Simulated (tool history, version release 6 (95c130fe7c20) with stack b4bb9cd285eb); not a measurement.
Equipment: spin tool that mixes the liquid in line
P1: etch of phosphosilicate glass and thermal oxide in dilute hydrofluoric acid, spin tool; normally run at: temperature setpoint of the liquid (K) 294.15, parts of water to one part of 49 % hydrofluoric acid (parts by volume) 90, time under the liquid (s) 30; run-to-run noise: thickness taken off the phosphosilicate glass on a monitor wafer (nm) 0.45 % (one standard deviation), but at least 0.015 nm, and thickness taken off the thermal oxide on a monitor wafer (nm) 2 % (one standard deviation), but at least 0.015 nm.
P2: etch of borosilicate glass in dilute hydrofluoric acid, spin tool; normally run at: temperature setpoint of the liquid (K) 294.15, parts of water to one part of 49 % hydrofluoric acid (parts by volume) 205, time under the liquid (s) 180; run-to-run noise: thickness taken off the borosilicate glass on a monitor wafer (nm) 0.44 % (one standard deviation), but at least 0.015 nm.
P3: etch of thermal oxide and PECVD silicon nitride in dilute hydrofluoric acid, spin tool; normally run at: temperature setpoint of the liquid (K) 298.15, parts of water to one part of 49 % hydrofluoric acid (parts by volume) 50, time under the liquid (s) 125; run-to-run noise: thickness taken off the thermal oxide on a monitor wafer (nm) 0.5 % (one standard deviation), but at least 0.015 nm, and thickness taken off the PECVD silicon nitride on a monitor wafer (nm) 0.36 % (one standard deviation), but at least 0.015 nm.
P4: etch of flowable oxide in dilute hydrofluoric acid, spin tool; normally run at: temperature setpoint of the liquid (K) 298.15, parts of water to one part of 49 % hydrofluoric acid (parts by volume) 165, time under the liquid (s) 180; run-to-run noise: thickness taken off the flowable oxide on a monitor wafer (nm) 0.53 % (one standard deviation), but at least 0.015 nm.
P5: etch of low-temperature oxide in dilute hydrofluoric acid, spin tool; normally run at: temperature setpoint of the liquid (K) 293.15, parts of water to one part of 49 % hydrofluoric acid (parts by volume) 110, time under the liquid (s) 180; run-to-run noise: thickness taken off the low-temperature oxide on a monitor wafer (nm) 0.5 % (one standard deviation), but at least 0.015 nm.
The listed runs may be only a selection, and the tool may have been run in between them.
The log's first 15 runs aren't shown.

run,hour,process that ran,temperature setpoint of the liquid (K),parts of water to one part of 49 % hydrofluoric acid (parts by volume),time under the liquid (s),hours since the thermometer was replaced,hours since the hydrofluoric acid flow meter was replaced,thickness taken off the phosphosilicate glass on a monitor wafer (nm),thickness taken off the thermal oxide on a monitor wafer (nm),thickness taken off the low-temperature oxide on a monitor wafer (nm),thickness taken off the flowable oxide on a monitor wafer (nm),thickness taken off the borosilicate glass on a monitor wafer (nm),thickness taken off the PECVD silicon nitride on a monitor wafer (nm)
16,137.9,P5,293.15,110,180,695.4,30.6,,,17.3850,,,
17,148.3,P5,293.15,110,15,705.8,41.0,,,1.4813,,,
18,158.6,P1,294.15,90,15,716.1,51.3,29.462,0.70210,,,,
19,168.5,P2,294.15,205,180,726.0,61.2,,,,,12.274,
20,179.8,P3,298.15,50,125,737.3,72.5,,13.88700,,,,6.6222
21,191.5,P3,298.15,50,125,749.0,84.2,,13.93300,,,,6.6454
22,203.8,P1,290.15,90,15,761.3,96.5,24.903,0.59947,,,,
23,216.4,P1,294.15,90,30,773.9,109.1,59.015,1.46820,,,,

What does the tool deliver on the next run?
24,224.0,P2,294.15,205,180,781.5,116.7,,,,,?,

Run 24 yielded thickness taken off the borosilicate glass on a monitor wafer (nm) 12.385.
